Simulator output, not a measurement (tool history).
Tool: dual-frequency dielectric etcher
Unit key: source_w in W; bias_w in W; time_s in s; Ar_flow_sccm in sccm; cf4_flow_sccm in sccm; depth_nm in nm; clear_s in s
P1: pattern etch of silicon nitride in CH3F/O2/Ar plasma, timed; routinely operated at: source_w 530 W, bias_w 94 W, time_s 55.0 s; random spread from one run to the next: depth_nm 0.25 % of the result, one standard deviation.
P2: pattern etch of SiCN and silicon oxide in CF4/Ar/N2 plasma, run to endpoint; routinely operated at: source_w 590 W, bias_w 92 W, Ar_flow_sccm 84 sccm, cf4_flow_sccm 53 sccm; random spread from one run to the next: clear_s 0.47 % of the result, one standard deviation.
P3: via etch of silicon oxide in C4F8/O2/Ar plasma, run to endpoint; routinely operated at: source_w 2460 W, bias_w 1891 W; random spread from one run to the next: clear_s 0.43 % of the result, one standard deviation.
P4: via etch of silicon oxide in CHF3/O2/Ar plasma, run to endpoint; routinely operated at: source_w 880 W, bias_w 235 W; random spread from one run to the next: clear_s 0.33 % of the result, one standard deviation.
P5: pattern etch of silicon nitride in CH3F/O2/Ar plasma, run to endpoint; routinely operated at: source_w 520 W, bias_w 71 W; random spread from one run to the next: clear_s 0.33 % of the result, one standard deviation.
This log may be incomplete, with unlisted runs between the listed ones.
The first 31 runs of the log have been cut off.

run   hour  process  source_w  bias_w  time_s  Ar_flow_sccm  cf4_flow_sccm  hours since the last wet clean  hours since the last source power generator calibration  hours since the last bias power generator calibration  depth_nm  clear_s
 32  354.6       P1       530      94    35.0                                                        789.7                                                   2467.8                                                  307.8    30.208
 33  367.0       P1       530      94    55.0                                                        802.1                                                   2480.2                                                  320.2    47.444
 34  383.4       P1       530      94    55.0                                                        818.5                                                   2496.6                                                  336.6    47.172
 35  396.3       P1       530      94    55.0                                                        831.4                                                   2509.5                                                  349.5    46.906
 36  406.2       P1       530      94    55.0                                                        841.3                                                   2519.4                                                  359.4    46.876
 37  422.1       P1       530      94    55.0                                                        857.2                                                   2535.3                                                  375.3    46.727
     422.9  -- wet clean of the chamber
 38  433.1       P1       530      94    55.0                                                         10.3                                                   2546.3                                                  386.3    46.689
 39  441.2       P1       530      94    55.0                                                         18.4                                                   2554.4                                                  394.4    46.434

What does the tool deliver on the next run?
 40  456.8       P1       530      94    55.0                                                         34.0                                                   2570.0                                                  410.0         ?

Run 40 came out at depth_nm 46.871 nm.

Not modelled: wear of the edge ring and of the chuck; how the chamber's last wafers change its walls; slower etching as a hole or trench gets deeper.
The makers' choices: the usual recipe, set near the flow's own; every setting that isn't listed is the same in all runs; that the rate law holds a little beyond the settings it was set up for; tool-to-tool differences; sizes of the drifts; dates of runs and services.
